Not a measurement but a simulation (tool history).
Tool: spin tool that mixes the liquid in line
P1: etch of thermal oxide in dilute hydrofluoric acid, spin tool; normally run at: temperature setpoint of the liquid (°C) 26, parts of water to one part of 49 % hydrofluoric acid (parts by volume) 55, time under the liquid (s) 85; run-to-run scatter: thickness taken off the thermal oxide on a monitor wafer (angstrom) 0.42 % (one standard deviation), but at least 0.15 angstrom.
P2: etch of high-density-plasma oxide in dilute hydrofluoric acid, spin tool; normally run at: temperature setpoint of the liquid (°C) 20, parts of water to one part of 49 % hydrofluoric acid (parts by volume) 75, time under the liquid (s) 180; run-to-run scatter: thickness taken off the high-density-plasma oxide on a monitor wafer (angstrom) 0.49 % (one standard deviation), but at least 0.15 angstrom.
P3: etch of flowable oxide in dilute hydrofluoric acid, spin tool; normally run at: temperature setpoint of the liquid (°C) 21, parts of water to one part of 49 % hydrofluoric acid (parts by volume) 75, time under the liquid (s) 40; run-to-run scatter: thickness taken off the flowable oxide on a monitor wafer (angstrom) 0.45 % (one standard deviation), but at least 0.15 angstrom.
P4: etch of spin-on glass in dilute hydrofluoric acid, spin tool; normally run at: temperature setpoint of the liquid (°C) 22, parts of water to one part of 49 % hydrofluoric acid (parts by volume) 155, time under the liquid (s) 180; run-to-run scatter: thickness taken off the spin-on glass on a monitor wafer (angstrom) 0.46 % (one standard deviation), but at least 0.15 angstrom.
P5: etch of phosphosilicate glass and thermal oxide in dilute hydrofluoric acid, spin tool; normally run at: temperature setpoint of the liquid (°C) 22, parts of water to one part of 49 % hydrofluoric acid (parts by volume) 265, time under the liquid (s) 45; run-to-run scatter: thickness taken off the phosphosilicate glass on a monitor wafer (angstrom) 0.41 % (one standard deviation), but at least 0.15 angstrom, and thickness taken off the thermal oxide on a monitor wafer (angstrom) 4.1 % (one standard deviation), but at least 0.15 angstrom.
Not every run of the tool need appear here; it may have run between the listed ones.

run,hour,process that ran,temperature setpoint of the liquid (°C),parts of water to one part of 49 % hydrofluoric acid (parts by volume),time under the liquid (s),hours since the thermometer was replaced,hours since the hydrofluoric acid flow meter was replaced,thickness taken off the thermal oxide on a monitor wafer (angstrom),thickness taken off the flowable oxide on a monitor wafer (angstrom),thickness taken off the phosphosilicate glass on a monitor wafer (angstrom),thickness taken off the high-density-plasma oxide on a monitor wafer (angstrom),thickness taken off the spin-on glass on a monitor wafer (angstrom)
1,17.5,P1,26,55,85,1870.8,1246,79.323,,,,
2,35,P1,26,55,85,1888.3,1263.5,80.449,,,,
3,51.3,P3,21,75,40,1904.6,1279.8,,224.86,,,
4,67.7,P3,21,75,75,1921,1296.2,,425.41,,,
5,86.1,P1,26,80,85,1939.4,1314.6,53.387,,,,
6,101,P1,26,55,160,1954.3,1329.5,150.33,,,,
7,118.3,P1,26,55,85,1971.6,1346.8,80.784,,,,
8,133.5,P5,22,265,45,1986.8,1362,5.7664,,134.76,,
9,143.4,P2,20,75,180,1996.7,1371.9,,,,128.09,
10,154.5,P1,20.5,55,85,2007.8,1383,63.248,,,,
11,163,P2,20,75,360,2016.3,1391.5,,,,259.11,
12,181.2,P1,26,55,15,2034.5,1409.7,13.938,,,,
13,193.8,P2,20,75,180,2047.1,1422.3,,,,130.36,
14,205.9,P2,20,140,180,2059.2,1434.4,,,,63.693,
15,220.7,P4,22,230,180,2074,1449.2,,,,,170.27
16,233,P1,26,55,85,2086.3,1461.5,79.807,,,,
17,245.2,P1,26,90,145,2098.5,1473.7,79.406,,,,
18,259.5,P2,17,75,180,2112.8,1488,,,,113.58,
19,274.8,P4,22,155,55,2128.1,1503.3,,,,,83.656
20,291,P3,21,20,40,2144.3,1519.5,,895.69,,,
21,305.2,P4,17,155,180,2158.5,1533.7,,,,,224.74
22,317.9,P5,22,265,45,2171.2,1546.4,5.985,,133.09,,
23,329.9,P5,22,265,75,2183.2,1558.4,9.6352,,221.07,,
24,344.3,P5,30,265,45,2197.6,1572.8,7.8771,,176.99,,
25,357.1,P1,30,95,85,2210.4,1585.6,50.884,,,,
26,369.1,P5,22,160,45,2222.4,1597.6,10.724,,247.17,,
27,387.4,P1,30.5,55,85,2240.7,1615.9,95.406,,,,
28,405.1,P4,22,155,180,2258.4,1633.6,,,,,275.58
29,421.9,P3,17,75,40,2275.2,1650.4,,189.88,,,
30,430.3,P1,26,55,85,2283.6,1658.8,79.758,,,,
31,441.1,P3,21,75,40,2294.4,1669.6,,224.11,,,
32,459.3,P1,26,20,85,2312.6,1687.8,231.23,,,,
33,472.1,P1,26,55,85,2325.4,1700.6,79.448,,,,
34,487.9,P1,26,55,85,2341.2,1716.4,82.845,,,,
35,499.9,P1,26,55,85,2353.2,1728.4,85.245,,,,
36,516.8,P1,26,55,85,2370.1,1745.3,86.52,,,,
37,533.8,P1,26,55,85,2387.1,1762.3,87.48,,,,
38,545.6,P1,26,55,85,2398.9,1774.1,87.374,,,,
39,561.7,P1,26,55,85,2415,1790.2,87.607,,,,
40,576,P1,26,55,85,2429.3,1804.5,87.991,,,,

What P1 gives has crept away from where it was. These 2 causes fit the log equally well, each at the size given:
A: hydrofluoric acid flow above the setpoint (%) = 9.29
B: liquid hotter than its thermometer reads (K) = 2.39
The creep began at about hour 472.1.

Each of the 4 check runs below uses one wafer; its results are left as question marks. Which run tells the causes apart?
check 1,590.3,P3,21,25,65,,,,?,,,
check 2,590.3,P5,30,265,45,,,?,,?,,
check 3,590.3,P4,17.5,155,180,,,,,,,?
check 4,590.3,P2,20,130,270,,,,,,?,

If the cause were each of the candidates in turn, the checks would give the following:
check,result,if A,if B
check 1,thickness taken off the flowable oxide on a monitor wafer (angstrom),1273.6,1286.5
check 2,thickness taken off the thermal oxide on a monitor wafer (angstrom),8.9158,8.5904
check 2,thickness taken off the phosphosilicate glass on a monitor wafer (angstrom),198.13,190.89
check 3,thickness taken off the spin-on glass on a monitor wafer (angstrom),254.42,252.96
check 4,thickness taken off the high-density-plasma oxide on a monitor wafer (angstrom),116,115.36
Smallest distance between any two causes, each pair judged by its most separating result, in per cent: check 1 1.01 %; check 2 3.72 %; check 3 0.58 %; check 4 0.55 %
The causes can be told apart only by check 2. The other checks would give nearly the same results under each of them.

Check 2 was carried out, with these results: thickness taken off the thermal oxide on a monitor wafer (angstrom) 8.4677; thickness taken off the phosphosilicate glass on a monitor wafer (angstrom) 191.42. Which of the listed causes is responsible?

B is the cause: liquid hotter than its thermometer reads (K).

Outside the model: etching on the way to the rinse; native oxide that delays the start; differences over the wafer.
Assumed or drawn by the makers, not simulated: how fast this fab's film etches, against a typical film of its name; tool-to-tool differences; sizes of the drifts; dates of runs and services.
